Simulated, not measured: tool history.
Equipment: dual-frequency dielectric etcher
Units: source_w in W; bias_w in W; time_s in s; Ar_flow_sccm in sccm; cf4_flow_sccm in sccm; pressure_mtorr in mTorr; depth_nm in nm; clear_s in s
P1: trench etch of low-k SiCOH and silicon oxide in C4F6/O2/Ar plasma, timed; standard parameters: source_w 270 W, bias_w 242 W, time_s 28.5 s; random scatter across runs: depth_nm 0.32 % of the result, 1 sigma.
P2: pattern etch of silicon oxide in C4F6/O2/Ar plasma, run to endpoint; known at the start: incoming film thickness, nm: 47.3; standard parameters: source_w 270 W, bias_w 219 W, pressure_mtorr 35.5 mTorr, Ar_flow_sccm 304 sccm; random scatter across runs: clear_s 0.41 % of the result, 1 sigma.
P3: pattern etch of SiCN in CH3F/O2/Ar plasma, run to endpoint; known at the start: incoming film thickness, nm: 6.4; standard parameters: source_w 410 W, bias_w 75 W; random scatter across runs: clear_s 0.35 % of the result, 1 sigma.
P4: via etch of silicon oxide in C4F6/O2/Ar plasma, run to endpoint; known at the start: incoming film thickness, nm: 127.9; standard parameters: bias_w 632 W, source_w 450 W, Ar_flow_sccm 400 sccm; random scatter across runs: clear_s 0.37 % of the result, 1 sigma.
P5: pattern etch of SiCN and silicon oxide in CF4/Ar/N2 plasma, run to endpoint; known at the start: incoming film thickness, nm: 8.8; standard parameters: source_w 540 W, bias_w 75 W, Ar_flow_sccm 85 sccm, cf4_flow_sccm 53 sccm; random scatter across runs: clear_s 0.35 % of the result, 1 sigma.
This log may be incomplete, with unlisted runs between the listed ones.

| run | hour | process | source_w | bias_w | time_s | Ar_flow_sccm | cf4_flow_sccm | pressure_mtorr | depth_nm | clear_s |
|---|---|---|---|---|---|---|---|---|---|---|
| 1 | 6.9 | P1 | 270 | 242 | 28.5 |  |  |  | 87.486 |  |
| 2 | 15.6 | P5 | 540 | 75 |  | 115 | 53 |  |  | 9.2611 |
| 3 | 25.7 | P1 | 270 | 330 | 23 |  |  |  | 77.918 |  |
| 4 | 32.9 | P5 | 540 | 75 |  | 85 | 67 |  |  | 8.5037 |
| 5 | 39.4 | P3 | 320 | 75 |  |  |  |  |  | 18.714 |
| 6 | 50.8 | P1 | 270 | 242 | 28.5 |  |  |  | 86.913 |  |
| 7 | 60.9 | P5 | 540 | 75 |  | 85 | 53 |  |  | 8.8364 |
| 8 | 71.8 | P5 | 540 | 51 |  | 85 | 53 |  |  | 10.072 |
| 9 | 81.5 | P2 | 270 | 219 |  | 304 |  | 26.5 |  | 15.661 |
| 10 | 92.6 | P4 | 450 | 632 |  | 258 |  |  |  | 24.302 |
| 11 | 101.6 | P1 | 380 | 242 | 28.5 |  |  |  | 98.819 |  |
| 12 | 106.7 | P2 | 270 | 219 |  | 304 |  | 35.5 |  | 16.254 |
| 13 | 113.2 | P4 | 450 | 859 |  | 400 |  |  |  | 22.591 |
| 14 | 120.4 | P1 | 190 | 242 | 28.5 |  |  |  | 76.219 |  |
| 15 | 127.8 | P2 | 270 | 219 |  | 179 |  | 35.5 |  | 15.378 |
| 16 | 137.3 | P2 | 270 | 277 |  | 304 |  | 35.5 |  | 15.036 |
| 17 | 146.2 | P1 | 270 | 242 | 28.5 |  |  |  | 86.626 |  |
| 18 | 154.3 | P3 | 410 | 92 |  |  |  |  |  | 15.826 |
| 19 | 165.1 | P3 | 410 | 75 |  |  |  |  |  | 17.03 |
| 20 | 172.4 | P5 | 540 | 75 |  | 85 | 53 |  |  | 8.756 |
| 21 | 181.6 | P1 | 220 | 296 | 28.5 |  |  |  | 86.105 |  |
| 22 | 190 | P5 | 720 | 75 |  | 85 | 53 |  |  | 6.8367 |
| 23 | 198.1 | P1 | 270 | 167 | 28.5 |  |  |  | 77.228 |  |
| 24 | 209.5 | P1 | 270 | 242 | 28.5 |  |  |  | 87.052 |  |
| 25 | 220.8 | P1 | 270 | 330 | 28.5 |  |  |  | 97.484 |  |
| 26 | 229.9 | P4 | 600 | 632 |  | 400 |  |  |  | 22.987 |
| 27 | 240.3 | P1 | 270 | 242 | 35 |  |  |  | 106.42 |  |
| 28 | 245.2 | P2 | 210 | 219 |  | 304 |  | 35.5 |  | 17.818 |
| 29 | 256.2 | P4 | 450 | 632 |  | 400 |  |  |  | 25.783 |
| 30 | 267.1 | P1 | 270 | 242 | 16.5 |  |  |  | 50.352 |  |
| 31 | 278.3 | P1 | 270 | 242 | 28.5 |  |  |  | 86.661 |  |
| 32 | 288.5 | P1 | 270 | 242 | 28.5 |  |  |  | 86.627 |  |
| 33 | 293.9 | P1 | 270 | 242 | 28.5 |  |  |  | 86.074 |  |
| 34 | 300.6 | P1 | 270 | 242 | 28.5 |  |  |  | 86.323 |  |
| 35 | 309.1 | P1 | 270 | 242 | 28.5 |  |  |  | 85.499 |  |
| 36 | 318.7 | P1 | 270 | 242 | 28.5 |  |  |  | 85.879 |  |
| 37 | 327.4 | P1 | 270 | 242 | 28.5 |  |  |  | 85.647 |  |
|  | 334.9 | wet clean of the chamber |
| 38 | 338.6 | P1 | 270 | 242 | 28.5 |  |  |  | 85.4 |  |
| 39 | 349.5 | P1 | 270 | 242 | 28.5 |  |  |  | 85.788 |  |
| 40 | 355 | P1 | 270 | 242 | 28.5 |  |  |  | 86.223 |  |
| 41 | 364.1 | P1 | 270 | 242 | 28.5 |  |  |  | 85.759 |  |

The output of P1 has drifted from where it used to be. Each of the 2 causes below, taken at the size shown beside it, accounts for the log equally well:
A: bias power that arrives under what is set, % = 4.51
B: source power that arrives under what is set, % = 4.07
Creep in the process output first set in at about hour 278.3.
Why every other cause is out:
chamber walls in a state that lowers the etch rate, %: was serviced at hour 334.9, once the creep was under way, yet the earlier output never came back

The 4 check runs listed below each average the results of 2 wafers, and their outcomes are marked with question marks. Under which run would the listed causes produce clearly different results?
| check 1 | 373.2 | P5 | 690 | 75 |  | 85 | 61 |  |  | ? |
| check 2 | 373.2 | P3 | 410 | 87 |  |  |  |  |  | ? |
| check 3 | 373.2 | P4 | 560 | 825 |  | 400 |  |  |  | ? |
| check 4 | 373.2 | P2 | 270 | 219 |  | 202 |  | 35.5 |  | ? |

What each check would give under each cause:
| check | result | if A | if B |
|---|---|---|---|
| check 1 | clear_s | 7.0752 | 7.2305 |
| check 2 | clear_s | 16.451 | 16.428 |
| check 3 | clear_s | 21.653 | 21.587 |
| check 4 | clear_s | 15.777 | 15.782 |
Per check, the gap between the least separated pair of causes, taken in the result that splits them most: check 1 2.17 %; check 2 0.14 %; check 3 0.3 %; check 4 0.03 %
Check 1 tells the causes apart: in the others they would give nearly the same result.

Check 1 was then run and gave: clear_s 7.0815 s. Which cause is it?

It is A: bias power that arrives under what is set, %.
